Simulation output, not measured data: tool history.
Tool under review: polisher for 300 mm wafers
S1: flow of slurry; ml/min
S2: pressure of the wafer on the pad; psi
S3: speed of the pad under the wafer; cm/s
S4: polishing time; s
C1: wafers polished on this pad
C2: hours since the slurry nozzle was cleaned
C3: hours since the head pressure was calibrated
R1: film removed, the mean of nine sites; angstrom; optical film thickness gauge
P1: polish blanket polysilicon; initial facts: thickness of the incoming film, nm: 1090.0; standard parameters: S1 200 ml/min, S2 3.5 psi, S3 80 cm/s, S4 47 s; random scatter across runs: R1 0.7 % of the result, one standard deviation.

run	hour	S1	S2	S3	S4	C1	C2	C3	R1
1	8.0	200	3.5	80	47	589	147.3	394.8	3218.0
2	14.7	200	3.5	80	47	645	154.0	401.5	3187.3
3	19.7	130	3.5	80	47	687	159.0	406.5	2982.3
4	27.8	200	3.5	80	47	755	167.1	414.6	3200.0
5	33.3	200	4.9	52	47	801	172.6	420.1	2914.1
6	39.7	200	3.5	124	47	855	179.0	426.5	5010.3
7	44.9	315	3.5	80	47	899	184.2	431.7	3358.5
8	52.0	200	4.7	80	47	958	191.3	438.8	4281.8
9	55.9	200	1.6	80	47	991	195.2	442.7	1448.8
10	64.0	200	3.5	80	47	1059	203.3	450.8	3181.5
11	69.9	200	3.5	80	47	1108	209.2	456.7	3175.2
12	77.9	200	3.5	80	47	1175	217.2	464.7	3195.0
13	82.1	200	3.5	80	64	1210	221.4	468.9	4368.5
14	89.7	200	3.5	80	26	1274	229.0	476.5	1763.6
15	97.6	200	3.5	36	47	1340	236.9	484.4	1446.4
16	101.1	310	3.5	80	65	1370	240.4	487.9	4636.1
17	104.7	200	3.5	80	47	1400	244.0	491.5	3199.9
18	109.2	200	3.5	80	47	1438	248.5	496.0	3130.7

Run 19, settings as shown, results not yet in. Your forecast:
19	115.1	200	3.5	80	47	1487	254.4	501.9	?

{"run 19": {"R1": 3097.9}}

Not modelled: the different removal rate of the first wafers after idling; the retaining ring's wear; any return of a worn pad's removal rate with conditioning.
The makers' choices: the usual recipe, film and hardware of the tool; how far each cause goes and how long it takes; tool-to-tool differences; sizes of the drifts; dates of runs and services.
